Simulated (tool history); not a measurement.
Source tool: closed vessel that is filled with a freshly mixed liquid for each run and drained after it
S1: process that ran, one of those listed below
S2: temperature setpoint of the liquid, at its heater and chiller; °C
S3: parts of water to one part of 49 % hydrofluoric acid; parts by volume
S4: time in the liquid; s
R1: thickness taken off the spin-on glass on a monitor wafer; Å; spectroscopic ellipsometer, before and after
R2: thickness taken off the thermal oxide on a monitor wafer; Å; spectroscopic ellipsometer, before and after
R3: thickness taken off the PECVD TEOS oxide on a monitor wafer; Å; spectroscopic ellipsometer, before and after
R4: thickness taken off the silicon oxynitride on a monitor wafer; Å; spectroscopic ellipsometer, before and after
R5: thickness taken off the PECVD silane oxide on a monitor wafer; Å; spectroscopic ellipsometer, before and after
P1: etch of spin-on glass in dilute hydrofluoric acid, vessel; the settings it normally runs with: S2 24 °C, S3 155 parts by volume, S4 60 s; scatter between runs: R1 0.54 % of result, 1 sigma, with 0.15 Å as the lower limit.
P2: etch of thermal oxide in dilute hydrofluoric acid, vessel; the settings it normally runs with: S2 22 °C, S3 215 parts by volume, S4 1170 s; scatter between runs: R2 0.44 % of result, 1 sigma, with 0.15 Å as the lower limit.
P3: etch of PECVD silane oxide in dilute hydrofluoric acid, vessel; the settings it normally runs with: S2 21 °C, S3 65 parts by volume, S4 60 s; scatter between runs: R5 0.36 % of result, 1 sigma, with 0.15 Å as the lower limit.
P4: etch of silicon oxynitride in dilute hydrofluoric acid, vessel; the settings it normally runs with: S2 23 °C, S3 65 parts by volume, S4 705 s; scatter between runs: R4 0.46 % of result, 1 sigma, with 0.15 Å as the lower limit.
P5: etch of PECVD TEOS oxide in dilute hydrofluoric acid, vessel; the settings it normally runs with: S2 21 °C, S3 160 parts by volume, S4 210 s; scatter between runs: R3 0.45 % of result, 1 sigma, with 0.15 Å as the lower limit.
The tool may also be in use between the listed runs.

run 1 day=0.192 | S1=P1 S2=24 S3=155 S4=60 | R1=156.17
run 2 day=0.375 | S1=P2 S2=27.5 S3=215 S4=1170 | R2=263.12
run 3 day=0.542 | S1=P1 S2=24 S3=155 S4=60 | R1=157.39
run 4 day=0.733 | S1=P1 S2=24 S3=155 S4=60 | R1=155.67
run 5 day=0.846 | S1=P5 S2=21 S3=160 S4=210 | R3=232.32
run 6 day=0.967 | S1=P1 S2=24 S3=40 S4=60 | R1=699.64
run 7 day=1.146 | S1=P2 S2=22 S3=215 S4=2210 | R2=408.89
run 8 day=1.367 | S1=P4 S2=23 S3=115 S4=705 | R4=93.008
run 9 day=1.55 | S1=P5 S2=21 S3=160 S4=210 | R3=235.01
run 10 day=1.742 | S1=P3 S2=28 S3=65 S4=60 | R5=380.27
run 11 day=1.962 | S1=P2 S2=22 S3=215 S4=1170 | R2=215.06
run 12 day=2.154 | S1=P1 S2=24 S3=30 S4=85 | R1=1337.6
run 13 day=2.321 | S1=P1 S2=20.5 S3=155 S4=60 | R1=135.68
run 14 day=2.5 | S1=P3 S2=21 S3=65 S4=60 | R5=287.46
run 15 day=2.675 | S1=P1 S2=24 S3=155 S4=60 | R1=156.19
run 16 day=2.875 | S1=P4 S2=17 S3=65 S4=705 | R4=126.38
run 17 day=3.012 | S1=P1 S2=24 S3=155 S4=30 | R1=77.998
run 18 day=3.138 | S1=P4 S2=23 S3=65 S4=705 | R4=171.23
run 19 day=3.258 | S1=P2 S2=22 S3=315 S4=1170 | R2=133.51
run 20 day=3.412 | S1=P1 S2=24 S3=155 S4=85 | R1=220.73
run 21 day=3.512 | S1=P4 S2=23 S3=65 S4=230 | R4=55.696
run 22 day=3.712 | S1=P1 S2=32 S3=155 S4=60 | R1=210.11
run 23 day=3.829 | S1=P1 S2=24 S3=155 S4=60 | R1=156.38
run 24 day=3.942 | S1=P1 S2=24 S3=240 S4=60 | R1=92.433
run 25 day=4.158 | S1=P5 S2=21 S3=160 S4=385 | R3=427.54

The next listed run, before its measurement:
run 26 day=4.333 | S1=P3 S2=21 S3=65 S4=30 | R5=?

R5: 143.2 Å
